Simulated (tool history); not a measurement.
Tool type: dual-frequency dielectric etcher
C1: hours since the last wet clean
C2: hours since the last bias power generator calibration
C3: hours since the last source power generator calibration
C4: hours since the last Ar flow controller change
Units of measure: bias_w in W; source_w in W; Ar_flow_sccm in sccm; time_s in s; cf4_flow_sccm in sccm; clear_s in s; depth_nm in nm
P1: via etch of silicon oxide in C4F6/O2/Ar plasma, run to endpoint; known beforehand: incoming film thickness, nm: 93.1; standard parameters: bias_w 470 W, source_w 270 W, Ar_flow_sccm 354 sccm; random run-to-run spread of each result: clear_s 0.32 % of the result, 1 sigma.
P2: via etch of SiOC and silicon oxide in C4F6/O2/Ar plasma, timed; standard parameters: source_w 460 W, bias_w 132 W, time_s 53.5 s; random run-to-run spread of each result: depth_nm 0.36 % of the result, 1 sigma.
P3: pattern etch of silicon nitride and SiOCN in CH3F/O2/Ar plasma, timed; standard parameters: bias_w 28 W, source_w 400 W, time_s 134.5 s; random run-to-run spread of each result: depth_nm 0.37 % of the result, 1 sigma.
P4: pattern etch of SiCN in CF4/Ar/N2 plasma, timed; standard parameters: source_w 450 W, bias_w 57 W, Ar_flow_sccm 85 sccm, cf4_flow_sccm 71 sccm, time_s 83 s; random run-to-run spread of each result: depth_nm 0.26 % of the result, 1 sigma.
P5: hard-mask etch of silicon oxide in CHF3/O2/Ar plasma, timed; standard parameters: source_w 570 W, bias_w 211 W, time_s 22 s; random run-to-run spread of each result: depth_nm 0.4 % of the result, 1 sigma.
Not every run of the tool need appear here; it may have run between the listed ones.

run 1 hour=11.2 | process=P1 bias_w=470 source_w=270 Ar_flow_sccm=354 | C1=274.7 C2=747.4 C3=3069.3 C4=3975.4 | clear_s=24.545
run 2 hour=17.8 | process=P2 bias_w=132 source_w=460 time_s=35.5 | C1=281.3 C2=754 C3=3075.9 C4=3982 | depth_nm=39.231
run 3 hour=24.3 | process=P1 bias_w=470 source_w=270 Ar_flow_sccm=354 | C1=287.8 C2=760.5 C3=3082.4 C4=3988.5 | clear_s=24.621
run 4 hour=32.9 | process=P1 bias_w=470 source_w=270 Ar_flow_sccm=276 | C1=296.4 C2=769.1 C3=3091 C4=3997.1 | clear_s=23.923
run 5 hour=40.1 | process=P5 bias_w=211 source_w=380 time_s=22 | C1=303.6 C2=776.3 C3=3098.2 C4=4004.3 | depth_nm=38.359
run 6 hour=52.7 | process=P5 bias_w=211 source_w=570 time_s=22 | C1=316.2 C2=788.9 C3=3110.8 C4=4016.9 | depth_nm=44.479
run 7 hour=59.2 | process=P1 bias_w=470 source_w=350 Ar_flow_sccm=295 | C1=322.7 C2=795.4 C3=3117.3 C4=4023.4 | clear_s=21.893
run 8 hour=69.7 | process=P4 bias_w=57 source_w=450 Ar_flow_sccm=85 time_s=83 cf4_flow_sccm=71 | C1=333.2 C2=805.9 C3=3127.8 C4=4033.9 | depth_nm=67.461
run 9 hour=81.6 | process=P3 bias_w=28 source_w=400 time_s=134.5 | C1=345.1 C2=817.8 C3=3139.7 C4=4045.8 | depth_nm=20.232
run 10 hour=92.5 | process=P3 bias_w=20 source_w=400 time_s=134.5 | C1=356 C2=828.7 C3=3150.6 C4=4056.7 | depth_nm=17.478
run 11 hour=99.3 | process=P1 bias_w=602 source_w=270 Ar_flow_sccm=354 | C1=362.8 C2=835.5 C3=3157.4 C4=4063.5 | clear_s=22.431
run 12 hour=109.7 | process=P1 bias_w=470 source_w=270 Ar_flow_sccm=354 | C1=373.2 C2=845.9 C3=3167.8 C4=4073.9 | clear_s=24.48
run 13 hour=120.4 | process=P5 bias_w=162 source_w=570 time_s=22 | C1=383.9 C2=856.6 C3=3178.5 C4=4084.6 | depth_nm=40.96
run 14 hour=131 | process=P1 bias_w=470 source_w=270 Ar_flow_sccm=354 | C1=394.5 C2=867.2 C3=3189.1 C4=4095.2 | clear_s=24.654
run 15 hour=138.8 | process=P5 bias_w=211 source_w=570 time_s=12.5 | C1=402.3 C2=875 C3=3196.9 C4=4103 | depth_nm=25.437
run 16 hour=150.7 | process=P1 bias_w=470 source_w=270 Ar_flow_sccm=354 | C1=414.2 C2=886.9 C3=3208.8 C4=4114.9 | clear_s=24.649
run 17 hour=159.8 | process=P5 bias_w=211 source_w=570 time_s=22 | C1=423.3 C2=896 C3=3217.9 C4=4124 | depth_nm=44.441
run 18 hour=169.6 | process=P4 bias_w=57 source_w=450 Ar_flow_sccm=85 time_s=59 cf4_flow_sccm=71 | C1=433.1 C2=905.8 C3=3227.7 C4=4133.8 | depth_nm=48.006
-- hour=175.9 wet clean of the chamber
run 19 hour=176.1 | process=P1 bias_w=470 source_w=270 Ar_flow_sccm=354 | C1=0.3 C2=912.3 C3=3234.2 C4=4140.3 | clear_s=24.559
run 20 hour=182.5 | process=P2 bias_w=185 source_w=460 time_s=53.5 | C1=6.7 C2=918.7 C3=3240.6 C4=4146.7 | depth_nm=65.312
run 21 hour=193 | process=P1 bias_w=328 source_w=270 Ar_flow_sccm=354 | C1=17.2 C2=929.2 C3=3251.1 C4=4157.2 | clear_s=28.052
run 22 hour=200.6 | process=P2 bias_w=132 source_w=460 time_s=53.5 | C1=24.8 C2=936.8 C3=3258.7 C4=4164.8 | depth_nm=59.028
run 23 hour=207 | process=P4 bias_w=57 source_w=450 Ar_flow_sccm=85 time_s=83 cf4_flow_sccm=87 | C1=31.2 C2=943.2 C3=3265.1 C4=4171.2 | depth_nm=69.645
run 24 hour=217.6 | process=P1 bias_w=470 source_w=370 Ar_flow_sccm=354 | C1=41.8 C2=953.8 C3=3275.7 C4=4181.8 | clear_s=21.967
run 25 hour=224.2 | process=P1 bias_w=470 source_w=270 Ar_flow_sccm=435 | C1=48.4 C2=960.4 C3=3282.3 C4=4188.4 | clear_s=25.082
run 26 hour=232.2 | process=P3 bias_w=28 source_w=400 time_s=193 | C1=56.4 C2=968.4 C3=3290.3 C4=4196.4 | depth_nm=29.182
run 27 hour=238.7 | process=P4 bias_w=57 source_w=280 Ar_flow_sccm=85 time_s=83 cf4_flow_sccm=71 | C1=62.9 C2=974.9 C3=3296.8 C4=4202.9 | depth_nm=44.442
run 28 hour=250.5 | process=P1 bias_w=470 source_w=210 Ar_flow_sccm=354 | C1=74.7 C2=986.7 C3=3308.6 C4=4214.7 | clear_s=26.946
run 29 hour=263.1 | process=P2 bias_w=132 source_w=340 time_s=53.5 | C1=87.3 C2=999.3 C3=3321.2 C4=4227.3 | depth_nm=52.517
run 30 hour=270.6 | process=P4 bias_w=42 source_w=450 Ar_flow_sccm=85 time_s=83 cf4_flow_sccm=71 | C1=94.8 C2=1006.8 C3=3328.7 C4=4234.8 | depth_nm=61.312
run 31 hour=277.9 | process=P4 bias_w=57 source_w=450 Ar_flow_sccm=110 time_s=83 cf4_flow_sccm=71 | C1=102.1 C2=1014.1 C3=3336 C4=4242.1 | depth_nm=65.262
run 32 hour=290.4 | process=P3 bias_w=28 source_w=260 time_s=134.5 | C1=114.6 C2=1026.6 C3=3348.5 C4=4254.6 | depth_nm=17.535
run 33 hour=298.1 | process=P1 bias_w=470 source_w=270 Ar_flow_sccm=354 | C1=122.3 C2=1034.3 C3=3356.2 C4=4262.3 | clear_s=24.568
run 34 hour=304.9 | process=P1 bias_w=470 source_w=270 Ar_flow_sccm=354 | C1=129.1 C2=1041.1 C3=3363 C4=4269.1 | clear_s=24.576
run 35 hour=312.3 | process=P1 bias_w=470 source_w=270 Ar_flow_sccm=354 | C1=136.5 C2=1048.5 C3=3370.4 C4=4276.5 | clear_s=24.719
run 36 hour=323.9 | process=P1 bias_w=470 source_w=270 Ar_flow_sccm=354 | C1=148.1 C2=1060.1 C3=3382 C4=4288.1 | clear_s=24.976
run 37 hour=332 | process=P1 bias_w=470 source_w=270 Ar_flow_sccm=354 | C1=156.2 C2=1068.2 C3=3390.1 C4=4296.2 | clear_s=25.025
run 38 hour=339.8 | process=P1 bias_w=470 source_w=270 Ar_flow_sccm=354 | C1=164 C2=1076 C3=3397.9 C4=4304 | clear_s=25.058
-- hour=343.4 wet clean of the chamber
run 39 hour=350.8 | process=P1 bias_w=470 source_w=270 Ar_flow_sccm=354 | C1=7.4 C2=1087 C3=3408.9 C4=4315 | clear_s=24.972
run 40 hour=362.3 | process=P1 bias_w=470 source_w=270 Ar_flow_sccm=354 | C1=18.9 C2=1098.5 C3=3420.4 C4=4326.5 | clear_s=24.943

P1 has crept away from where it was. The log is fitted equally well by each of these 2 causes, at the sizes shown:
A: bias power that arrives under what is set, % = 4.68
B: source power that arrives under what is set, % = 4.79
At approximately hour 298.1, the process output began to creep.
Each remaining cause and why it is not a fit:
chamber walls in a state that lowers the etch rate, %: serviced at hour 343.4, after the change had begun; the process did not return to its earlier output
Ar flow that arrives over what is set, %: at most 8, which would move clear_s by +0.9 %: too little, or the wrong way

Consider the 4 single-wafer check runs listed below, results given as question marks: which one distinguishes between the causes by giving clearly different results for each?
run check 1 hour=373.8 | process=P5 bias_w=211 source_w=570 time_s=22 | depth_nm=?
run check 2 hour=373.8 | process=P4 bias_w=57 source_w=450 Ar_flow_sccm=85 time_s=83 cf4_flow_sccm=71 | depth_nm=?
run check 3 hour=373.8 | process=P2 bias_w=132 source_w=460 time_s=53.5 | depth_nm=?
run check 4 hour=373.8 | process=P3 bias_w=28 source_w=400 time_s=134.5 | depth_nm=?

If the cause were each of the candidates in turn, the checks would give the following:
check=check_1 result=depth_nm if_A=43.906 if_B=43.82
check=check_2 result=depth_nm if_A=66.62 if_B=64.762
check=check_3 result=depth_nm if_A=58.12 if_B=57.814
check=check_4 result=depth_nm if_A=19.902 if_B=20.012
Minimum pairwise separation of causes per check, each pair taken at its best-separating result: check 1 0.2 %; check 2 2.83 %; check 3 0.53 %; check 4 0.55 %
Check 2 is the one run that separates the causes; every other check would come out nearly the same whichever cause is at work.

Running check 2 produced the following: depth_nm 64.547 nm. Which one of the listed causes fits?

The cause is B: source power that arrives under what is set, %.

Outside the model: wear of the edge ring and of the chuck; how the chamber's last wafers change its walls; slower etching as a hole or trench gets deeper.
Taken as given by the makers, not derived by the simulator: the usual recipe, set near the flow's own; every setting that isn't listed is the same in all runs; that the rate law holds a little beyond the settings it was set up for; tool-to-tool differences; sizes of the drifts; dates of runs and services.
